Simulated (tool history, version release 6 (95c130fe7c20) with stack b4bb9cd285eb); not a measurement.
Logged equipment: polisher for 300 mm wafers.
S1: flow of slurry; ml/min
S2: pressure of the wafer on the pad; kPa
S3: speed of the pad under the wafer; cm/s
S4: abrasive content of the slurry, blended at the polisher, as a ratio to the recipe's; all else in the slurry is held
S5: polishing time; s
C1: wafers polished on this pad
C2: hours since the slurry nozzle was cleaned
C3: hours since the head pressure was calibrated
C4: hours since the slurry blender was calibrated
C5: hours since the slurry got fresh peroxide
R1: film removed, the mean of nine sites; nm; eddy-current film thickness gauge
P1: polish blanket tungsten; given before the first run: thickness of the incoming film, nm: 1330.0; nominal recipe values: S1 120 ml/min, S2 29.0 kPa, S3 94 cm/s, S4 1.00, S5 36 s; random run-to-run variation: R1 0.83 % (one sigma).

run    day   S1    S2   S3    S4  S5    C1     C2     C3     C4     C5       R1
  1  0.121  120  29.0   94  1.00  36   323  433.4  434.4  156.1   67.9  179.700
  2  0.279  120  29.0   94  1.00  36   375  437.2  438.2  159.9   71.7  182.050
  3  0.425  120  16.5   94  1.00  36   423  440.7  441.7  163.4   75.2  105.830
  4  0.629  120  29.0   94  0.55  36   490  445.6  446.6  168.3   80.1  158.490
     0.638  -- head pressure recalibrated
  5  0.750  120  29.0   94  1.00  36   529  448.5    2.8  171.2   83.0  181.470
  6  0.921  120  29.0   94  1.00  36   585  452.6    6.9  175.3   87.1  181.790
  7  1.079   95  29.0  136  1.00  36   637  456.4   10.7  179.1   90.9  247.260
  8  1.279  120  29.0   94  1.00  19   702  461.2   15.5  183.9   95.7   96.054
  9  1.458   80  29.0   94  1.00  36   761  465.5   19.8  188.2  100.0  164.320
 10  1.612  120  29.0  120  1.00  36   811  469.2   23.5  191.9  103.7  234.160
 11  1.729  120  29.0   94  1.45  36   850  472.0   26.3  194.7  106.5  197.670
 12  1.854  165  29.0   94  1.30  36   891  475.0   29.3  197.7  109.5  206.680
 13  2.033  120  29.0   94  0.65  26   949  479.3   33.6  202.0  113.8  118.100
 14  2.129  120  29.0   94  1.00  52   981  481.6   35.9  204.3  116.1  267.740
 15  2.308  180  29.0   94  1.00  36  1039  485.9   40.2  208.6  120.4  193.570
 16  2.500  120  44.8   94  1.00  36  1102  490.5   44.8  213.2  125.0  281.560
 17  2.675  120  29.0   62  1.00  36  1159  494.7   49.0  217.4  129.2  121.650
 18  2.850  120  29.0   94  1.00  36  1216  498.9   53.2  221.6  133.4  181.340
 19  3.058  120  29.0   94  1.00  36  1285  503.9   58.2  226.6  138.4  181.730
 20  3.212  120  29.0   94  1.00  36  1335  507.6   61.9  230.3  142.1  177.210
 21  3.375  120  29.0   94  1.00  36  1388  511.5   65.8  234.2  146.0  172.850
 22  3.579  120  29.0   94  1.00  36  1455  516.4   70.7  239.1  150.9  173.020
     3.733  -- head pressure recalibrated
 23  3.742  120  29.0   94  1.00  36  1508  520.3    0.2  243.0  154.8  171.270
 24  3.875  120  29.0   94  1.00  36  1552  523.5    3.4  246.2  158.0  167.460
 25  4.079  120  29.0   94  1.00  36  1619  528.4    8.3  251.1  162.9  165.960
     4.162  -- worn pad replaced by a new one
     4.162  -- slurry blender recalibrated
 26  4.288  120  29.0   94  1.00  36    41  533.4   13.3    3.1  167.9  167.310
 27  4.446  120  29.0   94  1.00  36    92  537.2   17.1    6.9  171.7  167.640
 28  4.575  120  29.0   94  1.00  36   135  540.3   20.2   10.0  174.8  166.120

P1 has crept away from where it was. The log is fitted equally well by each of these 2 causes, at the sizes shown:
A: slurry flow missing at the pad, % = 27.8
B: peroxide lost from the slurry, % = 18.7
Onset of the creep was near day 3.058.
Ruled out, with reasons:
removal rate lost through wear of the pad, %: serviced at day 4.162, which brought nothing back
head's pressure below its setpoint, %: serviced at day 3.733, which brought nothing back
abrasive missing from the slurry, %: serviced at day 4.162, which brought nothing back

The 4 check runs listed below each average the results of 5 wafers, and their outcomes are marked with question marks. Under which run would the listed causes produce clearly different results?
check 1  4.704  120  37.9  94  1.25  36                       ?
check 2  4.704  120  40.0  94  0.70  36                       ?
check 3  4.704  120  29.0  94  0.80  20                       ?
check 4  4.704   85  29.0  94  1.00  51                       ?

What each check would give under each cause:
  check  result     if A     if B
check 1      R1  231.310  231.340
check 2      R1  212.860  212.890
check 3      R1   88.301   88.313
check 4      R1  211.670  217.680
Distance between the nearest two causes, measured in the result of the check that separates them most: check 1 0.01 %; check 2 0.01 %; check 3 0.01 %; check 4 2.8 %
Of the check runs offered, only check 4 discriminates between the causes; the rest would read about the same regardless of which cause applies.

Check 4 has now been run. It gave: R1 212.580 nm. Which of the candidate causes is it?

Of the candidate causes, it is A: slurry flow missing at the pad, %.
